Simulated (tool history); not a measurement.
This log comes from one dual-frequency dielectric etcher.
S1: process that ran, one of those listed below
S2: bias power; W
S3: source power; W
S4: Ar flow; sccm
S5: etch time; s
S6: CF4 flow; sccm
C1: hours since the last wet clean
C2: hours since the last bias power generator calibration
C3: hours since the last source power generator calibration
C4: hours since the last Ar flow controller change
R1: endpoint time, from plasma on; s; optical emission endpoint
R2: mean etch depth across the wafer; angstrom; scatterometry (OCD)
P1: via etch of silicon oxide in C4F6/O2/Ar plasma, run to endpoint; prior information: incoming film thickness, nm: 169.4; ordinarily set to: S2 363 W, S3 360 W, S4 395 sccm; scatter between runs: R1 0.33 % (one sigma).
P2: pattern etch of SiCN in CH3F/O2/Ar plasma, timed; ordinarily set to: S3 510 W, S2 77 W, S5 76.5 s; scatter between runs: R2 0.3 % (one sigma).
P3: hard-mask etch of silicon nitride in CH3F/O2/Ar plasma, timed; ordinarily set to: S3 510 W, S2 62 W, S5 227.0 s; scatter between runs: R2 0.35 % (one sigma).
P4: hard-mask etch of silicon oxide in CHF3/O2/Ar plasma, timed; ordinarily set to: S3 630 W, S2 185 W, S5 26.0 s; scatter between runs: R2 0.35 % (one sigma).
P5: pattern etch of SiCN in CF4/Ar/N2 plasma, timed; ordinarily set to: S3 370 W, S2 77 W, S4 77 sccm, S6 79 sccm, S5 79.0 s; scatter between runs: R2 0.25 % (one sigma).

{"run": 1, "hour": 10.5, "S1": "P1", "S2": 363, "S3": 360, "S4": 395, "C1": 211.8, "C2": 1143.2, "C3": 1377.5, "C4": 451.9, "R1": 43.843}
{"run": 2, "hour": 26.6, "S1": "P2", "S2": 77, "S3": 510, "S5": 100.0, "C1": 227.9, "C2": 1159.3, "C3": 1393.6, "C4": 468.0, "R2": 433.58}
{"run": 3, "hour": 43.1, "S1": "P5", "S2": 77, "S3": 370, "S4": 77, "S5": 79.0, "S6": 79, "C1": 244.4, "C2": 1175.8, "C3": 1410.1, "C4": 484.5, "R2": 628.47}
{"run": 4, "hour": 52.4, "S1": "P5", "S2": 77, "S3": 370, "S4": 77, "S5": 79.0, "S6": 101, "C1": 253.7, "C2": 1185.1, "C3": 1419.4, "C4": 493.8, "R2": 646.61}
{"run": 5, "hour": 67.2, "S1": "P1", "S2": 363, "S3": 290, "S4": 395, "C1": 268.5, "C2": 1199.9, "C3": 1434.2, "C4": 508.6, "R1": 47.532}
{"run": 6, "hour": 75.7, "S1": "P4", "S2": 185, "S3": 410, "S5": 26.0, "C1": 277.0, "C2": 1208.4, "C3": 1442.7, "C4": 517.1, "R2": 441.48}
{"run": 7, "hour": 87.5, "S1": "P5", "S2": 77, "S3": 370, "S4": 77, "S5": 102.5, "S6": 79, "C1": 288.8, "C2": 1220.2, "C3": 1454.5, "C4": 528.9, "R2": 814.23}
{"run": 8, "hour": 105.3, "S1": "P5", "S2": 77, "S3": 510, "S4": 77, "S5": 79.0, "S6": 79, "C1": 306.6, "C2": 1238.0, "C3": 1472.3, "C4": 546.7, "R2": 833.09}
{"run": 9, "hour": 119.9, "S1": "P1", "S2": 432, "S3": 220, "S4": 395, "C1": 321.2, "C2": 1252.6, "C3": 1486.9, "C4": 561.3, "R1": 49.238}
{"run": 10, "hour": 132.3, "S1": "P1", "S2": 363, "S3": 360, "S4": 395, "C1": 333.6, "C2": 1265.0, "C3": 1499.3, "C4": 573.7, "R1": 43.825}
{"run": 11, "hour": 144.8, "S1": "P5", "S2": 94, "S3": 370, "S4": 77, "S5": 79.0, "S6": 79, "C1": 346.1, "C2": 1277.5, "C3": 1511.8, "C4": 586.2, "R2": 670.04}
{"run": 12, "hour": 156.2, "S1": "P1", "S2": 363, "S3": 510, "S4": 395, "C1": 357.5, "C2": 1288.9, "C3": 1523.2, "C4": 597.6, "R1": 38.571}
{"hour": 165.8, "done": "Ar flow controller replaced"}
{"run": 13, "hour": 173.6, "S1": "P3", "S2": 62, "S3": 630, "S5": 227.0, "C1": 374.9, "C2": 1306.3, "C3": 1540.6, "C4": 7.9, "R2": 1778.7}
{"run": 14, "hour": 192.5, "S1": "P4", "S2": 185, "S3": 630, "S5": 26.0, "C1": 393.8, "C2": 1325.2, "C3": 1559.5, "C4": 26.8, "R2": 518.83}
{"hour": 201.0, "done": "bias power generator calibrated"}
{"run": 15, "hour": 206.8, "S1": "P4", "S2": 116, "S3": 630, "S5": 26.0, "C1": 408.1, "C2": 5.9, "C3": 1573.8, "C4": 41.1, "R2": 448.61}
{"run": 16, "hour": 220.0, "S1": "P1", "S2": 363, "S3": 360, "S4": 487, "C1": 421.3, "C2": 19.1, "C3": 1587.0, "C4": 54.3, "R1": 45.164}
{"run": 17, "hour": 237.3, "S1": "P1", "S2": 491, "S3": 360, "S4": 395, "C1": 438.6, "C2": 36.4, "C3": 1604.3, "C4": 71.6, "R1": 39.306}
{"run": 18, "hour": 247.7, "S1": "P1", "S2": 363, "S3": 360, "S4": 395, "C1": 449.0, "C2": 46.8, "C3": 1614.7, "C4": 82.0, "R1": 43.862}
{"run": 19, "hour": 264.4, "S1": "P1", "S2": 363, "S3": 360, "S4": 300, "C1": 465.7, "C2": 63.5, "C3": 1631.4, "C4": 98.7, "R1": 42.689}
{"run": 20, "hour": 283.1, "S1": "P3", "S2": 62, "S3": 510, "S5": 227.0, "C1": 484.4, "C2": 82.2, "C3": 1650.1, "C4": 117.4, "R2": 1645.7}
{"run": 21, "hour": 301.6, "S1": "P4", "S2": 185, "S3": 630, "S5": 36.5, "C1": 502.9, "C2": 100.7, "C3": 1668.6, "C4": 135.9, "R2": 730.65}
{"run": 22, "hour": 317.4, "S1": "P2", "S2": 61, "S3": 510, "S5": 76.5, "C1": 518.7, "C2": 116.5, "C3": 1684.4, "C4": 151.7, "R2": 306.57}
{"run": 23, "hour": 329.8, "S1": "P3", "S2": 82, "S3": 510, "S5": 227.0, "C1": 531.1, "C2": 128.9, "C3": 1696.8, "C4": 164.1, "R2": 1800.9}
{"run": 24, "hour": 341.7, "S1": "P5", "S2": 77, "S3": 370, "S4": 77, "S5": 79.0, "S6": 79, "C1": 543.0, "C2": 140.8, "C3": 1708.7, "C4": 176.0, "R2": 626.43}
{"run": 25, "hour": 355.9, "S1": "P2", "S2": 77, "S3": 510, "S5": 76.5, "C1": 557.2, "C2": 155.0, "C3": 1722.9, "C4": 190.2, "R2": 332.03}
{"run": 26, "hour": 368.2, "S1": "P1", "S2": 363, "S3": 360, "S4": 395, "C1": 569.5, "C2": 167.3, "C3": 1735.2, "C4": 202.5, "R1": 43.831}
{"run": 27, "hour": 379.5, "S1": "P5", "S2": 77, "S3": 370, "S4": 106, "S5": 79.0, "S6": 79, "C1": 580.8, "C2": 178.6, "C3": 1746.5, "C4": 213.8, "R2": 600.46}
{"run": 28, "hour": 391.1, "S1": "P1", "S2": 276, "S3": 360, "S4": 395, "C1": 592.4, "C2": 190.2, "C3": 1758.1, "C4": 225.4, "R1": 48.624}
{"run": 29, "hour": 404.7, "S1": "P3", "S2": 62, "S3": 510, "S5": 157.0, "C1": 606.0, "C2": 203.8, "C3": 1771.7, "C4": 239.0, "R2": 1137.4}
{"run": 30, "hour": 415.7, "S1": "P1", "S2": 363, "S3": 360, "S4": 395, "C1": 617.0, "C2": 214.8, "C3": 1782.7, "C4": 250.0, "R1": 44.069}
{"run": 31, "hour": 425.7, "S1": "P2", "S2": 77, "S3": 380, "S5": 76.5, "C1": 627.0, "C2": 224.8, "C3": 1792.7, "C4": 260.0, "R2": 298.75}
{"run": 32, "hour": 435.3, "S1": "P1", "S2": 363, "S3": 360, "S4": 395, "C1": 636.6, "C2": 234.4, "C3": 1802.3, "C4": 269.6, "R1": 43.903}
{"run": 33, "hour": 446.3, "S1": "P1", "S2": 363, "S3": 360, "S4": 395, "C1": 647.6, "C2": 245.4, "C3": 1813.3, "C4": 280.6, "R1": 43.407}
{"run": 34, "hour": 458.8, "S1": "P1", "S2": 363, "S3": 360, "S4": 395, "C1": 660.1, "C2": 257.9, "C3": 1825.8, "C4": 293.1, "R1": 43.218}
{"run": 35, "hour": 476.3, "S1": "P1", "S2": 363, "S3": 360, "S4": 395, "C1": 677.6, "C2": 275.4, "C3": 1843.3, "C4": 310.6, "R1": 43.178}
{"hour": 480.0, "done": "Ar flow controller replaced"}
{"run": 36, "hour": 488.2, "S1": "P1", "S2": 363, "S3": 360, "S4": 395, "C1": 689.5, "C2": 287.3, "C3": 1855.2, "C4": 8.2, "R1": 43.176}
{"hour": 495.7, "done": "wet clean of the chamber"}
{"run": 37, "hour": 506.2, "S1": "P1", "S2": 363, "S3": 360, "S4": 395, "C1": 10.6, "C2": 305.3, "C3": 1873.2, "C4": 26.2, "R1": 43.117}
{"run": 38, "hour": 519.4, "S1": "P1", "S2": 363, "S3": 360, "S4": 395, "C1": 23.8, "C2": 318.5, "C3": 1886.4, "C4": 39.4, "R1": 43.038}
{"run": 39, "hour": 527.9, "S1": "P1", "S2": 363, "S3": 360, "S4": 395, "C1": 32.3, "C2": 327.0, "C3": 1894.9, "C4": 47.9, "R1": 42.983}

The log shows P1 creeping away from where it was. Any of the 2 causes listed here, at the size stated for it, fits the log just as well as the others:
A: source power that arrives over what is set, % = 4.5
B: bias power that arrives over what is set, % = 4.68
The onset of the drift is placed at about hour 435.3.
Ruled out, with reasons:
chamber walls in a state that raises the etch rate, %: was serviced at hour 495.7, once the creep was under way, yet the earlier output never came back
Ar flow that arrives under what is set, %: was serviced at hour 480.0, once the creep was under way, yet the earlier output never came back

Below are 4 check runs, each on a single wafer, with their results shown as question marks. Which of them would tell the listed causes apart, meaning the causes would give clearly different results under it?
{"run": "check 1", "hour": 536.4, "S1": "P5", "S2": 77, "S3": 370, "S4": 77, "S5": 79.0, "S6": 79, "R2": "?"}
{"run": "check 2", "hour": 536.4, "S1": "P2", "S2": 77, "S3": 510, "S5": 76.5, "R2": "?"}
{"run": "check 3", "hour": 536.4, "S1": "P3", "S2": 62, "S3": 510, "S5": 227.0, "R2": "?"}
{"run": "check 4", "hour": 536.4, "S1": "P4", "S2": 185, "S3": 630, "S5": 26.0, "R2": "?"}

Check results expected under each cause:
check=check_1 result=R2 if_A=650.91 if_B=635.94
check=check_2 result=R2 if_A=337.86 if_B=337.73
check=check_3 result=R2 if_A=1670.80 if_B=1667.40
check=check_4 result=R2 if_A=529.35 if_B=528.63
Separation of the two closest causes in each check, using whichever result separates them best: check 1 2.33 %; check 2 0.04 %; check 3 0.2 %; check 4 0.14 %
Check 1 tells the causes apart: in the others they would give nearly the same result.

Running check 1 produced the following: R2 633.54 angstrom. Which one of the listed causes fits?

It was cause B: bias power that arrives over what is set, %.
